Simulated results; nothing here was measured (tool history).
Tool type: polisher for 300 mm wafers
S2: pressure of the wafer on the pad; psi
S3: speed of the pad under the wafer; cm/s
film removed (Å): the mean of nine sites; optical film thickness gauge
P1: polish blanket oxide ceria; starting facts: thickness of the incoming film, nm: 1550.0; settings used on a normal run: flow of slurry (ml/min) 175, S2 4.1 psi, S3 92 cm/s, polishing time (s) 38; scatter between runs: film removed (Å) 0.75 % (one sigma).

run 1 hour=8.6 | flow_of_slurry_(ml/min)=175 S2=4.1 S3=92 polishing_time_(s)=38 | film_removed_(Å)=2155.9
run 2 hour=18.0 | flow_of_slurry_(ml/min)=235 S2=4.1 S3=92 polishing_time_(s)=26 | film_removed_(Å)=1564.5
run 3 hour=34.0 | flow_of_slurry_(ml/min)=175 S2=6.4 S3=92 polishing_time_(s)=38 | film_removed_(Å)=3379.2
run 4 hour=49.7 | flow_of_slurry_(ml/min)=105 S2=4.1 S3=92 polishing_time_(s)=38 | film_removed_(Å)=1957.4
run 5 hour=62.9 | flow_of_slurry_(ml/min)=260 S2=4.1 S3=92 polishing_time_(s)=38 | film_removed_(Å)=2255.0
run 6 hour=78.8 | flow_of_slurry_(ml/min)=175 S2=4.1 S3=92 polishing_time_(s)=38 | film_removed_(Å)=2170.8
run 7 hour=92.3 | flow_of_slurry_(ml/min)=175 S2=4.1 S3=48 polishing_time_(s)=38 | film_removed_(Å)=1128.8
run 8 hour=100.5 | flow_of_slurry_(ml/min)=175 S2=4.1 S3=92 polishing_time_(s)=38 | film_removed_(Å)=2176.0
run 9 hour=110.6 | flow_of_slurry_(ml/min)=175 S2=4.1 S3=144 polishing_time_(s)=38 | film_removed_(Å)=3409.3
run 10 hour=123.8 | flow_of_slurry_(ml/min)=175 S2=1.9 S3=92 polishing_time_(s)=38 | film_removed_(Å)=1000.3
run 11 hour=131.0 | flow_of_slurry_(ml/min)=175 S2=4.1 S3=92 polishing_time_(s)=59 | film_removed_(Å)=3385.8
run 12 hour=140.3 | flow_of_slurry_(ml/min)=175 S2=4.1 S3=130 polishing_time_(s)=55 | film_removed_(Å)=4450.1
run 13 hour=155.6 | flow_of_slurry_(ml/min)=175 S2=4.1 S3=92 polishing_time_(s)=20 | film_removed_(Å)=1138.8
run 14 hour=163.2 | flow_of_slurry_(ml/min)=175 S2=4.1 S3=92 polishing_time_(s)=38 | film_removed_(Å)=2178.4
run 15 hour=170.8 | flow_of_slurry_(ml/min)=175 S2=4.1 S3=92 polishing_time_(s)=38 | film_removed_(Å)=2168.3
run 16 hour=178.5 | flow_of_slurry_(ml/min)=175 S2=4.1 S3=92 polishing_time_(s)=38 | film_removed_(Å)=2112.3
run 17 hour=189.7 | flow_of_slurry_(ml/min)=175 S2=4.1 S3=92 polishing_time_(s)=38 | film_removed_(Å)=2063.8
run 18 hour=199.2 | flow_of_slurry_(ml/min)=175 S2=4.1 S3=92 polishing_time_(s)=38 | film_removed_(Å)=2047.8
-- hour=203.2 head pressure recalibrated
run 19 hour=211.2 | flow_of_slurry_(ml/min)=175 S2=4.1 S3=92 polishing_time_(s)=38 | film_removed_(Å)=2054.1
run 20 hour=226.9 | flow_of_slurry_(ml/min)=175 S2=4.1 S3=92 polishing_time_(s)=38 | film_removed_(Å)=2039.4
run 21 hour=240.1 | flow_of_slurry_(ml/min)=175 S2=4.1 S3=92 polishing_time_(s)=38 | film_removed_(Å)=2042.6

The next listed run, before its measurement:
run 22 hour=248.5 | flow_of_slurry_(ml/min)=175 S2=4.1 S3=92 polishing_time_(s)=38 | film_removed_(Å)=?

Run 22 came out at film removed (Å) 2007.1.

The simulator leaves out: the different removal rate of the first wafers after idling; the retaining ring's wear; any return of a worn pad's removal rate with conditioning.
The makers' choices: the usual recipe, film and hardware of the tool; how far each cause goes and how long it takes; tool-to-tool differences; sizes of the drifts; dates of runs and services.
